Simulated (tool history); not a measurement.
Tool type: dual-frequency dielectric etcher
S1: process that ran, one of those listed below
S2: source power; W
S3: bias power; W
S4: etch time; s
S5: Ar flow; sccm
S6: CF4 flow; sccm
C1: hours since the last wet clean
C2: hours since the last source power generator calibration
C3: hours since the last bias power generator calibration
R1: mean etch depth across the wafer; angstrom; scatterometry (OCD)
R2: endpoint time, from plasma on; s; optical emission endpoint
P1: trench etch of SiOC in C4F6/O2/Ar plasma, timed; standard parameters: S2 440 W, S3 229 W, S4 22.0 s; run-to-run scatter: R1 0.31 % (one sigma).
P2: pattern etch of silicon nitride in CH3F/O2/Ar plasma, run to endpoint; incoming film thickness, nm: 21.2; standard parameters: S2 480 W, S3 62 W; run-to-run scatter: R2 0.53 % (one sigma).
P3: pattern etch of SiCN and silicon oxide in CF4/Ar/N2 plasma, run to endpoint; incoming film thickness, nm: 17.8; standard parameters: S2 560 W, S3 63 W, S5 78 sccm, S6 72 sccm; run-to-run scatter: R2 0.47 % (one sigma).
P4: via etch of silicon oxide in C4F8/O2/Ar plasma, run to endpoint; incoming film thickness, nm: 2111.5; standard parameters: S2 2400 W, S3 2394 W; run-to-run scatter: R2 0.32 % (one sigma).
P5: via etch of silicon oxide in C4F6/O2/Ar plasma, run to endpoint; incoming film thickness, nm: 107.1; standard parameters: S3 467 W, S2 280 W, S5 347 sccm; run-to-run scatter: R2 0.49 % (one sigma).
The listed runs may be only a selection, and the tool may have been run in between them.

| run | hour | S1 | S2 | S3 | S4 | S5 | S6 | C1 | C2 | C3 | R1 | R2 |
|---|---|---|---|---|---|---|---|---|---|---|---|---|
| 1 | 4.7 | P1 | 440 | 229 | 22.0 |  |  | 73.2 | 2237.7 | 3211.0 | 509.57 |  |
| 2 | 12.0 | P4 | 2400 | 2394 |  |  |  | 80.5 | 2245.0 | 3218.3 |  | 365.980 |
| 3 | 19.9 | P1 | 530 | 229 | 22.0 |  |  | 88.4 | 2252.9 | 3226.2 | 546.86 |  |
| 4 | 28.2 | P2 | 480 | 36 |  |  |  | 96.7 | 2261.2 | 3234.5 |  | 36.242 |
| 5 | 33.2 | P3 | 560 | 63 |  | 105 | 72 | 101.7 | 2266.2 | 3239.5 |  | 17.955 |
| 6 | 38.8 | P5 | 360 | 467 |  | 347 |  | 107.3 | 2271.8 | 3245.1 |  | 24.694 |
| 7 | 46.5 | P1 | 440 | 229 | 22.0 |  |  | 115.0 | 2279.5 | 3252.8 | 509.90 |  |
| 8 | 52.3 | P1 | 440 | 163 | 16.5 |  |  | 120.8 | 2285.3 | 3258.6 | 342.73 |  |
| 9 | 59.4 | P1 | 440 | 229 | 22.0 |  |  | 127.9 | 2292.4 | 3265.7 | 510.41 |  |
| 10 | 67.3 | P4 | 2400 | 3171 |  |  |  | 135.8 | 2300.3 | 3273.6 |  | 336.260 |
| 11 | 73.6 | P1 | 350 | 229 | 22.0 |  |  | 142.1 | 2306.6 | 3279.9 | 465.55 |  |
| 12 | 81.6 | P2 | 480 | 62 |  |  |  | 150.1 | 2314.6 | 3287.9 |  | 30.731 |
| 13 | 85.5 | P2 | 300 | 62 |  |  |  | 154.0 | 2318.5 | 3291.8 |  | 36.549 |
| 14 | 92.1 | P5 | 280 | 467 |  | 347 |  | 160.6 | 2325.1 | 3298.4 |  | 26.972 |
| 15 | 98.1 | P2 | 480 | 62 |  |  |  | 166.6 | 2331.1 | 3304.4 |  | 30.654 |
| 16 | 103.3 | P3 | 560 | 63 |  | 78 | 99 | 171.8 | 2336.3 | 3309.6 |  | 16.374 |
| 17 | 108.5 | P1 | 440 | 229 | 27.0 |  |  | 177.0 | 2341.5 | 3314.8 | 621.85 |  |
| 18 | 116.0 | P1 | 440 | 182 | 22.0 |  |  | 184.5 | 2349.0 | 3322.3 | 473.76 |  |
| 19 | 120.9 | P4 | 1560 | 2394 |  |  |  | 189.4 | 2353.9 | 3327.2 |  | 433.380 |
| 20 | 124.8 | P3 | 560 | 63 |  | 78 | 72 | 193.3 | 2357.8 | 3331.1 |  | 17.223 |
| 21 | 132.5 | P1 | 440 | 229 | 16.0 |  |  | 201.0 | 2365.5 | 3338.8 | 369.94 |  |
| 22 | 137.2 | P1 | 440 | 273 | 22.0 |  |  | 205.7 | 2370.2 | 3343.5 | 537.74 |  |
| 23 | 145.0 | P5 | 280 | 639 |  | 347 |  | 213.5 | 2378.0 | 3351.3 |  | 23.859 |
| 24 | 150.1 | P5 | 280 | 467 |  | 266 |  | 218.6 | 2383.1 | 3356.4 |  | 26.161 |
| 25 | 155.8 | P3 | 690 | 63 |  | 78 | 72 | 224.3 | 2388.8 | 3362.1 |  | 14.180 |
| 26 | 162.3 | P3 | 560 | 43 |  | 78 | 72 | 230.8 | 2395.3 | 3368.6 |  | 19.193 |
| 27 | 166.6 | P1 | 440 | 229 | 22.0 |  |  | 235.1 | 2399.6 | 3372.9 | 508.78 |  |
| 28 | 174.3 | P1 | 440 | 229 | 22.0 |  |  | 242.8 | 2407.3 | 3380.6 | 509.17 |  |
| 29 | 177.9 | P1 | 440 | 229 | 22.0 |  |  | 246.4 | 2410.9 | 3384.2 | 505.63 |  |
| 30 | 183.8 | P1 | 440 | 229 | 22.0 |  |  | 252.3 | 2416.8 | 3390.1 | 509.47 |  |
| 31 | 188.5 | P1 | 440 | 229 | 22.0 |  |  | 257.0 | 2421.5 | 3394.8 | 512.73 |  |
| 32 | 193.9 | P1 | 440 | 229 | 22.0 |  |  | 262.4 | 2426.9 | 3400.2 | 516.41 |  |
| 33 | 200.3 | P1 | 440 | 229 | 22.0 |  |  | 268.8 | 2433.3 | 3406.6 | 516.32 |  |
| 34 | 204.9 | P1 | 440 | 229 | 22.0 |  |  | 273.4 | 2437.9 | 3411.2 | 514.75 |  |
| 35 | 211.7 | P1 | 440 | 229 | 22.0 |  |  | 280.2 | 2444.7 | 3418.0 | 514.49 |  |
|  | 215.8 | wet clean of the chamber |
| 36 | 218.4 | P1 | 440 | 229 | 22.0 |  |  | 2.6 | 2451.4 | 3424.7 | 514.07 |  |
| 37 | 225.9 | P1 | 440 | 229 | 22.0 |  |  | 10.1 | 2458.9 | 3432.2 | 516.29 |  |
| 38 | 230.1 | P1 | 440 | 229 | 22.0 |  |  | 14.3 | 2463.1 | 3436.4 | 516.71 |  |

Compared with where it was, what P1 gives has crept away. Each cause listed below fits the log as well as the rest, at the size given for it:
A: source power that arrives over what is set, % = 4.07
B: bias power that arrives over what is set, % = 4.73
The process output started creeping at around hour 177.9.
Every other cause this tool's parts could produce, and why it does not fit the log:
chamber walls in a state that raises the etch rate, %: was serviced at hour 215.8, once the creep was under way, yet the earlier output never came back

The list below offers 4 check runs, each averaging the results of 3 wafers, and shows each result as a question mark. For which of them would the listed causes give clearly different results?
| check 1 | 234.3 | P2 | 390 | 38 |  |  |  |  |  |  |  | ? |
| check 2 | 234.3 | P3 | 560 | 63 |  | 97 | 95 |  |  |  |  | ? |
| check 3 | 234.3 | P4 | 1580 | 3043 |  |  |  |  |  |  |  | ? |
| check 4 | 234.3 | P5 | 280 | 615 |  | 347 |  |  |  |  |  | ? |

Predicted outcomes, by check and by cause:
| check | result | if A | if B |
|---|---|---|---|
| check 1 | R2 | 38.160 | 38.252 |
| check 2 | R2 | 16.420 | 16.775 |
| check 3 | R2 | 395.140 | 395.450 |
| check 4 | R2 | 24.053 | 23.966 |
How far apart the two closest causes lie, in the result that separates them most: check 1 0.24 %; check 2 2.14 %; check 3 0.08 %; check 4 0.36 %
Check 2 distinguishes between the causes, while the remaining checks would return nearly the same result for all of them.

Then check 2 was run and gave: R2 16.417 s. Which cause is it?

The correct cause is A, namely: source power that arrives over what is set, %.
